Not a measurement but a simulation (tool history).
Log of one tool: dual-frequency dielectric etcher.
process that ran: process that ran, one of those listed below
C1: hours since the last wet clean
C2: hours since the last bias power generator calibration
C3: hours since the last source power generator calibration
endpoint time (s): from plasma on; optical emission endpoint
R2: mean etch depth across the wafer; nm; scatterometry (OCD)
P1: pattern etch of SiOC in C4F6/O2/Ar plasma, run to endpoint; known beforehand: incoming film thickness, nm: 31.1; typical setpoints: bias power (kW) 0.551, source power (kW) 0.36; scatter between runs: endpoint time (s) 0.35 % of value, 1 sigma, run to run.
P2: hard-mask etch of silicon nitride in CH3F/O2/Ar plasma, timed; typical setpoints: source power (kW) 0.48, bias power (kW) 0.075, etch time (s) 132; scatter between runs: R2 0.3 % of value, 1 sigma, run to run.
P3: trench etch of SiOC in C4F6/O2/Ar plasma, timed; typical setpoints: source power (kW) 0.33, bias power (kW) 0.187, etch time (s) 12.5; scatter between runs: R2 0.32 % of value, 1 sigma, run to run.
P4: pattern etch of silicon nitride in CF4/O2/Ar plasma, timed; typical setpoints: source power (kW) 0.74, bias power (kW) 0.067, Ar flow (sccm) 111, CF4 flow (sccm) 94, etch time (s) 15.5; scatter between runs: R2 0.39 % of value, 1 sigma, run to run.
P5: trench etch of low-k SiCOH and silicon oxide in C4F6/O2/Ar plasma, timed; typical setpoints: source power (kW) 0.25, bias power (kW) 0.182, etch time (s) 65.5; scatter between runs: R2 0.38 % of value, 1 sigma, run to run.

{"run": 1, "hour": 3.5, "process that ran": "P1", "bias power (kW)": 0.551, "source power (kW)": 0.36, "C1": 448.7, "C2": 962.9, "C3": 2553.5, "endpoint time (s)": 10.469}
{"run": 2, "hour": 6.5, "process that ran": "P1", "bias power (kW)": 0.73, "source power (kW)": 0.36, "C1": 451.7, "C2": 965.9, "C3": 2556.5, "endpoint time (s)": 9.3825}
{"run": 3, "hour": 12.1, "process that ran": "P4", "bias power (kW)": 0.067, "source power (kW)": 0.74, "Ar flow (sccm)": 111, "CF4 flow (sccm)": 94, "etch time (s)": 15.5, "C1": 457.3, "C2": 971.5, "C3": 2562.1, "R2": 45.321}
{"run": 4, "hour": 17.8, "process that ran": "P4", "bias power (kW)": 0.048, "source power (kW)": 0.74, "Ar flow (sccm)": 111, "CF4 flow (sccm)": 94, "etch time (s)": 15.5, "C1": 463, "C2": 977.2, "C3": 2567.8, "R2": 39.406}
{"run": 5, "hour": 22.3, "process that ran": "P4", "bias power (kW)": 0.067, "source power (kW)": 0.74, "Ar flow (sccm)": 111, "CF4 flow (sccm)": 94, "etch time (s)": 15.5, "C1": 467.5, "C2": 981.7, "C3": 2572.3, "R2": 44.976}
{"run": 6, "hour": 25.4, "process that ran": "P4", "bias power (kW)": 0.067, "source power (kW)": 1.04, "Ar flow (sccm)": 111, "CF4 flow (sccm)": 94, "etch time (s)": 15.5, "C1": 470.6, "C2": 984.8, "C3": 2575.4, "R2": 60.607}
{"run": 7, "hour": 29.8, "process that ran": "P5", "bias power (kW)": 0.182, "source power (kW)": 0.25, "etch time (s)": 65.5, "C1": 475, "C2": 989.2, "C3": 2579.8, "R2": 182.6}
{"run": 8, "hour": 32.7, "process that ran": "P1", "bias power (kW)": 0.551, "source power (kW)": 0.36, "C1": 477.9, "C2": 992.1, "C3": 2582.7, "endpoint time (s)": 10.521}
{"run": 9, "hour": 38.1, "process that ran": "P5", "bias power (kW)": 0.182, "source power (kW)": 0.16, "etch time (s)": 65.5, "C1": 483.3, "C2": 997.5, "C3": 2588.1, "R2": 153.86}
{"run": 10, "hour": 42.1, "process that ran": "P4", "bias power (kW)": 0.067, "source power (kW)": 0.74, "Ar flow (sccm)": 111, "CF4 flow (sccm)": 94, "etch time (s)": 22.5, "C1": 487.3, "C2": 1001.5, "C3": 2592.1, "R2": 65.117}
{"run": 11, "hour": 47.1, "process that ran": "P1", "bias power (kW)": 0.551, "source power (kW)": 0.36, "C1": 492.3, "C2": 1006.5, "C3": 2597.1, "endpoint time (s)": 10.484}
{"run": 12, "hour": 51.2, "process that ran": "P1", "bias power (kW)": 0.354, "source power (kW)": 0.5, "C1": 496.4, "C2": 1010.6, "C3": 2601.2, "endpoint time (s)": 10.892}
{"run": 13, "hour": 56.9, "process that ran": "P4", "bias power (kW)": 0.067, "source power (kW)": 0.74, "Ar flow (sccm)": 69, "CF4 flow (sccm)": 94, "etch time (s)": 15.5, "C1": 502.1, "C2": 1016.3, "C3": 2606.9, "R2": 47.661}
{"run": 14, "hour": 60.4, "process that ran": "P1", "bias power (kW)": 0.407, "source power (kW)": 0.36, "C1": 505.6, "C2": 1019.8, "C3": 2610.4, "endpoint time (s)": 11.739}
{"run": 15, "hour": 66.4, "process that ran": "P2", "bias power (kW)": 0.075, "source power (kW)": 0.48, "etch time (s)": 132, "C1": 511.6, "C2": 1025.8, "C3": 2616.4, "R2": 103.12}
{"run": 16, "hour": 69.7, "process that ran": "P1", "bias power (kW)": 0.728, "source power (kW)": 0.24, "C1": 514.9, "C2": 1029.1, "C3": 2619.7, "endpoint time (s)": 10.87}
{"hour": 73.3, "done": "wet clean of the chamber"}
{"run": 17, "hour": 75.1, "process that ran": "P1", "bias power (kW)": 0.551, "source power (kW)": 0.36, "C1": 1.8, "C2": 1034.5, "C3": 2625.1, "endpoint time (s)": 10.497}
{"run": 18, "hour": 79.6, "process that ran": "P1", "bias power (kW)": 0.551, "source power (kW)": 0.36, "C1": 6.3, "C2": 1039, "C3": 2629.6, "endpoint time (s)": 10.532}
{"run": 19, "hour": 82.8, "process that ran": "P1", "bias power (kW)": 0.411, "source power (kW)": 0.27, "C1": 9.5, "C2": 1042.2, "C3": 2632.8, "endpoint time (s)": 13.027}
{"run": 20, "hour": 87.9, "process that ran": "P1", "bias power (kW)": 0.551, "source power (kW)": 0.29, "C1": 14.6, "C2": 1047.3, "C3": 2637.9, "endpoint time (s)": 11.33}
{"run": 21, "hour": 93.3, "process that ran": "P5", "bias power (kW)": 0.182, "source power (kW)": 0.25, "etch time (s)": 92.5, "C1": 20, "C2": 1052.7, "C3": 2643.3, "R2": 256.89}
{"run": 22, "hour": 97.5, "process that ran": "P2", "bias power (kW)": 0.075, "source power (kW)": 0.37, "etch time (s)": 132, "C1": 24.2, "C2": 1056.9, "C3": 2647.5, "R2": 92.658}
{"run": 23, "hour": 103.4, "process that ran": "P2", "bias power (kW)": 0.1, "source power (kW)": 0.48, "etch time (s)": 132, "C1": 30.1, "C2": 1062.8, "C3": 2653.4, "R2": 112.95}
{"run": 24, "hour": 107.4, "process that ran": "P3", "bias power (kW)": 0.187, "source power (kW)": 0.2, "etch time (s)": 12.5, "C1": 34.1, "C2": 1066.8, "C3": 2657.4, "R2": 19.93}
{"run": 25, "hour": 110.1, "process that ran": "P3", "bias power (kW)": 0.257, "source power (kW)": 0.33, "etch time (s)": 12.5, "C1": 36.8, "C2": 1069.5, "C3": 2660.1, "R2": 26.843}
{"run": 26, "hour": 114.9, "process that ran": "P1", "bias power (kW)": 0.551, "source power (kW)": 0.36, "C1": 41.6, "C2": 1074.3, "C3": 2664.9, "endpoint time (s)": 10.515}
{"run": 27, "hour": 117.8, "process that ran": "P3", "bias power (kW)": 0.187, "source power (kW)": 0.33, "etch time (s)": 12.5, "C1": 44.5, "C2": 1077.2, "C3": 2667.8, "R2": 24.176}
{"run": 28, "hour": 122.5, "process that ran": "P1", "bias power (kW)": 0.551, "source power (kW)": 0.36, "C1": 49.2, "C2": 1081.9, "C3": 2672.5, "endpoint time (s)": 10.478}
{"run": 29, "hour": 127.5, "process that ran": "P2", "bias power (kW)": 0.075, "source power (kW)": 0.48, "etch time (s)": 187.5, "C1": 54.2, "C2": 1086.9, "C3": 2677.5, "R2": 145.3}
{"run": 30, "hour": 130.7, "process that ran": "P5", "bias power (kW)": 0.13, "source power (kW)": 0.25, "etch time (s)": 65.5, "C1": 57.4, "C2": 1090.1, "C3": 2680.7, "R2": 164.48}
{"run": 31, "hour": 135.6, "process that ran": "P3", "bias power (kW)": 0.187, "source power (kW)": 0.33, "etch time (s)": 18.5, "C1": 62.3, "C2": 1095, "C3": 2685.6, "R2": 35.615}
{"run": 32, "hour": 141.3, "process that ran": "P4", "bias power (kW)": 0.067, "source power (kW)": 0.74, "Ar flow (sccm)": 111, "CF4 flow (sccm)": 118, "etch time (s)": 15.5, "C1": 68, "C2": 1100.7, "C3": 2691.3, "R2": 46.114}
{"run": 33, "hour": 145.9, "process that ran": "P1", "bias power (kW)": 0.551, "source power (kW)": 0.45, "C1": 72.6, "C2": 1105.3, "C3": 2695.9, "endpoint time (s)": 9.6523}
{"run": 34, "hour": 149.6, "process that ran": "P1", "bias power (kW)": 0.551, "source power (kW)": 0.36, "C1": 76.3, "C2": 1109, "C3": 2699.6, "endpoint time (s)": 10.484}
{"run": 35, "hour": 152.3, "process that ran": "P1", "bias power (kW)": 0.551, "source power (kW)": 0.36, "C1": 79, "C2": 1111.7, "C3": 2702.3, "endpoint time (s)": 10.56}
{"run": 36, "hour": 156.8, "process that ran": "P1", "bias power (kW)": 0.551, "source power (kW)": 0.36, "C1": 83.5, "C2": 1116.2, "C3": 2706.8, "endpoint time (s)": 10.611}
{"run": 37, "hour": 162.5, "process that ran": "P1", "bias power (kW)": 0.551, "source power (kW)": 0.36, "C1": 89.2, "C2": 1121.9, "C3": 2712.5, "endpoint time (s)": 10.574}
{"run": 38, "hour": 166.5, "process that ran": "P1", "bias power (kW)": 0.551, "source power (kW)": 0.36, "C1": 93.2, "C2": 1125.9, "C3": 2716.5, "endpoint time (s)": 10.617}
{"run": 39, "hour": 169.1, "process that ran": "P1", "bias power (kW)": 0.551, "source power (kW)": 0.36, "C1": 95.8, "C2": 1128.5, "C3": 2719.1, "endpoint time (s)": 10.612}
{"run": 40, "hour": 173.5, "process that ran": "P1", "bias power (kW)": 0.551, "source power (kW)": 0.36, "C1": 100.2, "C2": 1132.9, "C3": 2723.5, "endpoint time (s)": 10.701}
{"run": 41, "hour": 177.3, "process that ran": "P1", "bias power (kW)": 0.551, "source power (kW)": 0.36, "C1": 104, "C2": 1136.7, "C3": 2727.3, "endpoint time (s)": 10.682}
{"run": 42, "hour": 180.0, "process that ran": "P1", "bias power (kW)": 0.551, "source power (kW)": 0.36, "C1": 106.7, "C2": 1139.4, "C3": 2730, "endpoint time (s)": 10.619}
{"hour": 182.5, "done": "wet clean of the chamber"}
{"run": 43, "hour": 183.1, "process that ran": "P1", "bias power (kW)": 0.551, "source power (kW)": 0.36, "C1": 0.6, "C2": 1142.5, "C3": 2733.1, "endpoint time (s)": 10.618}

Forecast run 44:
{"run": 44, "hour": 188.6, "process that ran": "P1", "bias power (kW)": 0.551, "source power (kW)": 0.36, "C1": 6.1, "C2": 1148, "C3": 2738.6, "endpoint time (s)": "?"}

{"run 44": {"endpoint time (s)": 10.705}}

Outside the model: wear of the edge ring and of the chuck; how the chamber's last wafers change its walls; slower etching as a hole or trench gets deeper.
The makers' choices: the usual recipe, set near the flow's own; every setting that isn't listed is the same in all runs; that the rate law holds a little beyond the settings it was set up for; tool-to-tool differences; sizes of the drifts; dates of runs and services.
